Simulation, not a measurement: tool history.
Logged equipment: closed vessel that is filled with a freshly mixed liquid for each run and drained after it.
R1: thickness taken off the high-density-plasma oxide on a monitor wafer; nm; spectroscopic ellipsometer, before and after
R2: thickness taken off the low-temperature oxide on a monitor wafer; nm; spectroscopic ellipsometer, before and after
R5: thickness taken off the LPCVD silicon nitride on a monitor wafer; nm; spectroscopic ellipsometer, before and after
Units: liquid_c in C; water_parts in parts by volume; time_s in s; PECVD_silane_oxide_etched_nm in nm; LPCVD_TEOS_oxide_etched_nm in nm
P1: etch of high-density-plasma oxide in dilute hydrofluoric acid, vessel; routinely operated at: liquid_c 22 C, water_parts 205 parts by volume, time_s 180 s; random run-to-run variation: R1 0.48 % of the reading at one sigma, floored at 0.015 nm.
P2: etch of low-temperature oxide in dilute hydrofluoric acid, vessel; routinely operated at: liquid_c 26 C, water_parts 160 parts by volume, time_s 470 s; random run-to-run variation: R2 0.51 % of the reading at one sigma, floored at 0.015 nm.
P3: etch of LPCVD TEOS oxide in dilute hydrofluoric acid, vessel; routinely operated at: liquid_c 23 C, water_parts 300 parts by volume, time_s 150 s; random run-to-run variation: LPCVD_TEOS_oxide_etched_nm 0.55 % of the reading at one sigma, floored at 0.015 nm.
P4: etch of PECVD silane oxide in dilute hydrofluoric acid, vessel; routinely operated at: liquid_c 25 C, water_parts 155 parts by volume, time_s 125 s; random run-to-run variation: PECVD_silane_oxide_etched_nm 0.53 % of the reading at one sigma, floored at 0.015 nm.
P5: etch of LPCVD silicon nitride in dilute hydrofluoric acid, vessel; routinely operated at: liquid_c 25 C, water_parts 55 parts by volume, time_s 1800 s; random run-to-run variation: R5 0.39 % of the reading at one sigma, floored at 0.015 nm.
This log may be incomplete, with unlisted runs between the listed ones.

Run 1, hour 11: process P1, liquid_c 22 C, water_parts 205 parts by volume, time_s 180 s. Result: R1 5.7551 nm.
Run 2, hour 20: process P2, liquid_c 26 C, water_parts 160 parts by volume, time_s 470 s. Result: R2 53.324 nm.
Run 3, hour 29.9: process P2, liquid_c 26 C, water_parts 25 parts by volume, time_s 470 s. Result: R2 407.78 nm.
Run 4, hour 41.3: process P1, liquid_c 22 C, water_parts 205 parts by volume, time_s 335 s. Result: R1 10.708 nm.
Run 5, hour 47.3: process P4, liquid_c 25 C, water_parts 155 parts by volume, time_s 125 s. Result: PECVD_silane_oxide_etched_nm 12.775 nm.
Run 6, hour 54.3: process P1, liquid_c 22 C, water_parts 100 parts by volume, time_s 340 s. Result: R1 25.021 nm.
Run 7, hour 66.1: process P3, liquid_c 30 C, water_parts 300 parts by volume, time_s 150 s. Result: LPCVD_TEOS_oxide_etched_nm 17.558 nm.
Run 8, hour 73.7: process P2, liquid_c 34 C, water_parts 160 parts by volume, time_s 470 s. Result: R2 70.543 nm.
Run 9, hour 80.7: process P5, liquid_c 25 C, water_parts 95 parts by volume, time_s 1800 s. Result: R5 10.438 nm.
Run 10, hour 88.9: process P4, liquid_c 25 C, water_parts 80 parts by volume, time_s 125 s. Result: PECVD_silane_oxide_etched_nm 26.87 nm.
Run 11, hour 95.3: process P1, liquid_c 28.5 C, water_parts 205 parts by volume, time_s 180 s. Result: R1 7.3185 nm.
Run 12, hour 105.3: process P5, liquid_c 25 C, water_parts 55 parts by volume, time_s 1800 s. Result: R5 17.806 nm.
Run 13, hour 115.3: process P1, liquid_c 17 C, water_parts 310 parts by volume, time_s 180 s. Result: R1 2.8743 nm.
Run 14, hour 124.9: process P5, liquid_c 25 C, water_parts 55 parts by volume, time_s 3525 s. Result: R5 35.096 nm.
Run 15, hour 130.7: process P1, liquid_c 22 C, water_parts 355 parts by volume, time_s 180 s. Result: R1 2.8873 nm.
Run 16, hour 142.2: process P1, liquid_c 22 C, water_parts 70 parts by volume, time_s 180 s. Result: R1 19.576 nm.
Run 17, hour 148.4: process P3, liquid_c 23 C, water_parts 175 parts by volume, time_s 150 s. Result: LPCVD_TEOS_oxide_etched_nm 26.928 nm.
Run 18, hour 155.9: process P1, liquid_c 22 C, water_parts 205 parts by volume, time_s 180 s. Result: R1 5.7809 nm.
Run 19, hour 161.2: process P1, liquid_c 18.5 C, water_parts 205 parts by volume, time_s 180 s. Result: R1 5.0443 nm.
Run 20, hour 167.2: process P3, liquid_c 23 C, water_parts 300 parts by volume, time_s 150 s. Result: LPCVD_TEOS_oxide_etched_nm 13.694 nm.
Run 21, hour 175.6: process P5, liquid_c 25 C, water_parts 55 parts by volume, time_s 1800 s. Result: R5 17.72 nm.
Run 22, hour 182: process P1, liquid_c 22 C, water_parts 205 parts by volume, time_s 180 s. Result: R1 5.7112 nm.
Run 23, hour 189: process P1, liquid_c 22 C, water_parts 205 parts by volume, time_s 180 s. Result: R1 5.7416 nm.
Run 24, hour 197.8: process P2, liquid_c 26 C, water_parts 160 parts by volume, time_s 470 s. Result: R2 53.501 nm.
Run 25, hour 207.1: process P1, liquid_c 22 C, water_parts 205 parts by volume, time_s 180 s. Result: R1 5.7519 nm.
Run 26, hour 215.4: process P4, liquid_c 25 C, water_parts 155 parts by volume, time_s 30 s. Result: PECVD_silane_oxide_etched_nm 3.0744 nm.
Run 27, hour 223.2: process P1, liquid_c 22 C, water_parts 205 parts by volume, time_s 180 s. Result: R1 5.7142 nm.
Run 28, hour 228.4: process P4, liquid_c 32 C, water_parts 155 parts by volume, time_s 125 s. Result: PECVD_silane_oxide_etched_nm 16.399 nm.
Run 29, hour 237.8: process P3, liquid_c 23 C, water_parts 300 parts by volume, time_s 35 s. Result: LPCVD_TEOS_oxide_etched_nm 3.1982 nm.
Run 30, hour 244.7: process P1, liquid_c 22 C, water_parts 205 parts by volume, time_s 35 s. Result: R1 1.1187 nm.
Run 31, hour 252.2: process P2, liquid_c 26 C, water_parts 160 parts by volume, time_s 850 s. Result: R2 96.018 nm.
Run 32, hour 258.4: process P5, liquid_c 18.5 C, water_parts 55 parts by volume, time_s 1800 s. Result: R5 11.35 nm.
Run 33, hour 264.5: process P1, liquid_c 22 C, water_parts 205 parts by volume, time_s 180 s. Result: R1 5.7792 nm.
Run 34, hour 272.3: process P1, liquid_c 22 C, water_parts 205 parts by volume, time_s 180 s. Result: R1 5.5663 nm.
Run 35, hour 282.2: process P1, liquid_c 22 C, water_parts 205 parts by volume, time_s 180 s. Result: R1 5.4349 nm.
Run 36, hour 291.9: process P1, liquid_c 22 C, water_parts 205 parts by volume, time_s 180 s. Result: R1 5.3618 nm.
Run 37, hour 300.3: process P1, liquid_c 22 C, water_parts 205 parts by volume, time_s 180 s. Result: R1 5.3595 nm.
Run 38, hour 311.4: process P1, liquid_c 22 C, water_parts 205 parts by volume, time_s 180 s. Result: R1 5.3088 nm.

Run 39 is up next; what results do you expect?
Run 39, hour 321.1: process P1, liquid_c 22 C, water_parts 205 parts by volume, time_s 180 s. Result: R1 ?.

{"run 39": {"R1": 5.243}}
